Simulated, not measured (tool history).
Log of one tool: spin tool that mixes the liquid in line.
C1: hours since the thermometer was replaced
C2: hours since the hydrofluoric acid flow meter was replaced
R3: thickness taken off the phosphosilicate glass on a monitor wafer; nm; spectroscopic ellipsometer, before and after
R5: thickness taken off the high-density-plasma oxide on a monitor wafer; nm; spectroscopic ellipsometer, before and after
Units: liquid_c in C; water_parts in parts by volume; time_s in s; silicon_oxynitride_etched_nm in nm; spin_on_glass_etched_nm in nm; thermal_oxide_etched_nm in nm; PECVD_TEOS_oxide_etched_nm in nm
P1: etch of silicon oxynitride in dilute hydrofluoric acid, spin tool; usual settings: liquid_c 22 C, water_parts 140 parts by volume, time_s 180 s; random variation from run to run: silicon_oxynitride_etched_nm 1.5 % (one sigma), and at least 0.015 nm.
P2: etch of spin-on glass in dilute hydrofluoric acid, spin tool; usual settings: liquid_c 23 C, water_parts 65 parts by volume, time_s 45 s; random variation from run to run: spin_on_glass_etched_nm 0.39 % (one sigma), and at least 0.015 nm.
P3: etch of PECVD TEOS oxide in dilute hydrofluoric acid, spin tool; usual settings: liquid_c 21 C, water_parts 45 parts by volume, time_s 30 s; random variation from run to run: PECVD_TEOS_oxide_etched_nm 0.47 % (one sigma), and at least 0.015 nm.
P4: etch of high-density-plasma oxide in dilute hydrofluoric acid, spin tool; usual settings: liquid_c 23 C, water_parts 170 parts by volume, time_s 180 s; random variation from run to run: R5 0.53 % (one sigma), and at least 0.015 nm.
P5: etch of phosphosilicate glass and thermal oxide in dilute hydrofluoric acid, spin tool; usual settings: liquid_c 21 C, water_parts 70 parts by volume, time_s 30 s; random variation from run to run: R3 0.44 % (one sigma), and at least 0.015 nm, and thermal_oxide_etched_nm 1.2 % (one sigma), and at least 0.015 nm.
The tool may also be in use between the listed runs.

Run 1, hour 6.9: process P1, liquid_c 22 C, water_parts 140 parts by volume, time_s 180 s; C1 216.8; C2 315.1. Result: silicon_oxynitride_etched_nm 1.6599 nm.
Run 2, hour 11: process P1, liquid_c 22 C, water_parts 240 parts by volume, time_s 180 s; C1 220.9; C2 319.2. Result: silicon_oxynitride_etched_nm 0.92449 nm.
Run 3, hour 16.7: process P1, liquid_c 18 C, water_parts 140 parts by volume, time_s 95 s; C1 226.6; C2 324.9. Result: silicon_oxynitride_etched_nm 0.73841 nm.
Run 4, hour 21.7: process P2, liquid_c 17 C, water_parts 65 parts by volume, time_s 45 s; C1 231.6; C2 329.9. Result: spin_on_glass_etched_nm 16.478 nm.
Run 5, hour 27.6: process P5, liquid_c 21 C, water_parts 70 parts by volume, time_s 30 s; C1 237.5; C2 335.8. Result: R3 70.109 nm, thermal_oxide_etched_nm 1.8041 nm.
Run 6, hour 32.2: process P4, liquid_c 23 C, water_parts 170 parts by volume, time_s 15 s; C1 242.1; C2 340.4. Result: R5 0.38705 nm.
Run 7, hour 37.4: process P5, liquid_c 21 C, water_parts 25 parts by volume, time_s 30 s; C1 247.3; C2 345.6. Result: R3 209.11 nm, thermal_oxide_etched_nm 5.5252 nm.
Run 8, hour 45.3: process P3, liquid_c 25 C, water_parts 45 parts by volume, time_s 30 s; C1 255.2; C2 353.5. Result: PECVD_TEOS_oxide_etched_nm 9.568 nm.
Run 9, hour 51.2: process P1, liquid_c 22 C, water_parts 140 parts by volume, time_s 180 s; C1 261.1; C2 359.4. Result: silicon_oxynitride_etched_nm 1.6678 nm.
Run 10, hour 56.1: process P2, liquid_c 23 C, water_parts 95 parts by volume, time_s 45 s; C1 266; C2 364.3. Result: spin_on_glass_etched_nm 14.107 nm.
Run 11, hour 62.1: process P3, liquid_c 21 C, water_parts 45 parts by volume, time_s 60 s; C1 272; C2 370.3. Result: PECVD_TEOS_oxide_etched_nm 16.078 nm.
Run 12, hour 70.1: process P2, liquid_c 23 C, water_parts 65 parts by volume, time_s 45 s; C1 280; C2 378.3. Result: spin_on_glass_etched_nm 21.324 nm.
Run 13, hour 77.8: process P1, liquid_c 28.5 C, water_parts 140 parts by volume, time_s 180 s; C1 287.7; C2 386. Result: silicon_oxynitride_etched_nm 2.2697 nm.
At hour 82.5: thermometer replaced.
Run 14, hour 85.1: process P3, liquid_c 21 C, water_parts 75 parts by volume, time_s 30 s; C1 2.6; C2 393.3. Result: PECVD_TEOS_oxide_etched_nm 4.6498 nm.
Run 15, hour 91.5: process P1, liquid_c 22 C, water_parts 140 parts by volume, time_s 330 s; C1 9; C2 399.7. Result: silicon_oxynitride_etched_nm 3.061 nm.
Run 16, hour 99.5: process P5, liquid_c 17 C, water_parts 70 parts by volume, time_s 30 s; C1 17; C2 407.7. Result: R3 59.378 nm, thermal_oxide_etched_nm 1.5202 nm.
Run 17, hour 106: process P1, liquid_c 22 C, water_parts 140 parts by volume, time_s 15 s; C1 23.5; C2 414.2. Result: silicon_oxynitride_etched_nm 0.15606 nm.
Run 18, hour 112.7: process P1, liquid_c 22 C, water_parts 140 parts by volume, time_s 180 s; C1 30.2; C2 420.9. Result: silicon_oxynitride_etched_nm 1.6823 nm.
Run 19, hour 118: process P2, liquid_c 23 C, water_parts 65 parts by volume, time_s 15 s; C1 35.5; C2 426.2. Result: spin_on_glass_etched_nm 7.1116 nm.
Run 20, hour 124.1: process P4, liquid_c 23 C, water_parts 170 parts by volume, time_s 180 s; C1 41.6; C2 432.3. Result: R5 4.7497 nm.
Run 21, hour 132.3: process P1, liquid_c 17 C, water_parts 140 parts by volume, time_s 180 s; C1 49.8; C2 440.5. Result: silicon_oxynitride_etched_nm 1.3159 nm.
Run 22, hour 137: process P1, liquid_c 22 C, water_parts 55 parts by volume, time_s 180 s; C1 54.5; C2 445.2. Result: silicon_oxynitride_etched_nm 4.7166 nm.
Run 23, hour 140.6: process P3, liquid_c 21 C, water_parts 45 parts by volume, time_s 30 s; C1 58.1; C2 448.8. Result: PECVD_TEOS_oxide_etched_nm 8.094 nm.
Run 24, hour 147.7: process P3, liquid_c 21 C, water_parts 45 parts by volume, time_s 30 s; C1 65.2; C2 455.9. Result: PECVD_TEOS_oxide_etched_nm 8.1164 nm.
Run 25, hour 153.7: process P1, liquid_c 22 C, water_parts 140 parts by volume, time_s 180 s; C1 71.2; C2 461.9. Result: silicon_oxynitride_etched_nm 1.6694 nm.
Run 26, hour 158.3: process P1, liquid_c 22 C, water_parts 140 parts by volume, time_s 180 s; C1 75.8; C2 466.5. Result: silicon_oxynitride_etched_nm 1.6533 nm.
Run 27, hour 165.6: process P4, liquid_c 23 C, water_parts 270 parts by volume, time_s 180 s; C1 83.1; C2 473.8. Result: R5 2.6941 nm.
Run 28, hour 171.8: process P5, liquid_c 21 C, water_parts 70 parts by volume, time_s 60 s; C1 89.3; C2 480. Result: R3 141.27 nm, thermal_oxide_etched_nm 3.7463 nm.
Run 29, hour 177.6: process P2, liquid_c 23 C, water_parts 65 parts by volume, time_s 45 s; C1 95.1; C2 485.8. Result: spin_on_glass_etched_nm 21.341 nm.
Run 30, hour 184.4: process P4, liquid_c 31.5 C, water_parts 170 parts by volume, time_s 180 s; C1 101.9; C2 492.6. Result: R5 6.4821 nm.
Run 31, hour 190.2: process P1, liquid_c 22 C, water_parts 140 parts by volume, time_s 180 s; C1 107.7; C2 498.4. Result: silicon_oxynitride_etched_nm 1.7005 nm.
Run 32, hour 196.5: process P1, liquid_c 22 C, water_parts 140 parts by volume, time_s 180 s; C1 114; C2 504.7. Result: silicon_oxynitride_etched_nm 1.6608 nm.
Run 33, hour 201.5: process P1, liquid_c 22 C, water_parts 140 parts by volume, time_s 180 s; C1 119; C2 509.7. Result: silicon_oxynitride_etched_nm 1.7188 nm.

The next listed run, before its measurement:
Run 34, hour 205.3: process P1, liquid_c 22 C, water_parts 140 parts by volume, time_s 180 s; C1 122.8; C2 513.5. Result: silicon_oxynitride_etched_nm ?.

Run 34 gave silicon_oxynitride_etched_nm 1.6245 nm.

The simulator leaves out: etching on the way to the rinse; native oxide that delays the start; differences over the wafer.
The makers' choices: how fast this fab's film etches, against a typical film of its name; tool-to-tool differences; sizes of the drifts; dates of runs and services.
